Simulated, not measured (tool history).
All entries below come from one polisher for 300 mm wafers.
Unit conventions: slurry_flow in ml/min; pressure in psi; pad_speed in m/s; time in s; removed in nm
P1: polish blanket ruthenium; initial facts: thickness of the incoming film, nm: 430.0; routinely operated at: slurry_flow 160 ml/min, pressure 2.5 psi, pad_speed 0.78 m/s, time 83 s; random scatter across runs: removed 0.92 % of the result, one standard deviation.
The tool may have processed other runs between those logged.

run  hour  slurry_flow  pressure  pad_speed  time  wafers polished on this pad  hours since the slurry nozzle was cleaned  hours since the head pressure was calibrated  removed
  1   5.9          160       2.5       0.78    83                          724                                       88.3                                         403.5   96.177
  2  10.8          160       3.5       0.78    83                          775                                       93.2                                         408.4  132.790
  3  18.5          160       2.5       0.78    83                          857                                      100.9                                         416.1   95.792
  4  26.3          160       2.5       0.78    55                          940                                      108.7                                         423.9   63.439
  5  33.0          245       2.5       0.78    83                         1011                                      115.4                                         430.6  101.390
  6  39.8          160       2.5       0.78    83                         1083                                      122.2                                         437.4   96.559
     42.5  -- slurry nozzle cleaned
  7  48.3          160       2.5       0.36    83                         1173                                        5.9                                         445.9   44.224
  8  53.3          160       1.9       0.78   119                         1226                                       10.9                                         450.9  103.190
  9  57.2          160       1.1       0.78    83                         1267                                       14.8                                         454.8   42.886
 10  62.2          160       2.5       0.78    83                         1320                                       19.8                                         459.8   97.308
 11  67.9          160       2.5       0.78   124                         1380                                       25.5                                         465.5  143.310
 12  74.9          160       2.5       1.20    83                         1455                                       32.5                                         472.5  146.540

Run 13 is up next; what results do you expect?
 13  78.6          160       2.5       0.78    83                         1494                                       36.2                                         476.2        ?

{"run 13": {"removed": 95.339}}

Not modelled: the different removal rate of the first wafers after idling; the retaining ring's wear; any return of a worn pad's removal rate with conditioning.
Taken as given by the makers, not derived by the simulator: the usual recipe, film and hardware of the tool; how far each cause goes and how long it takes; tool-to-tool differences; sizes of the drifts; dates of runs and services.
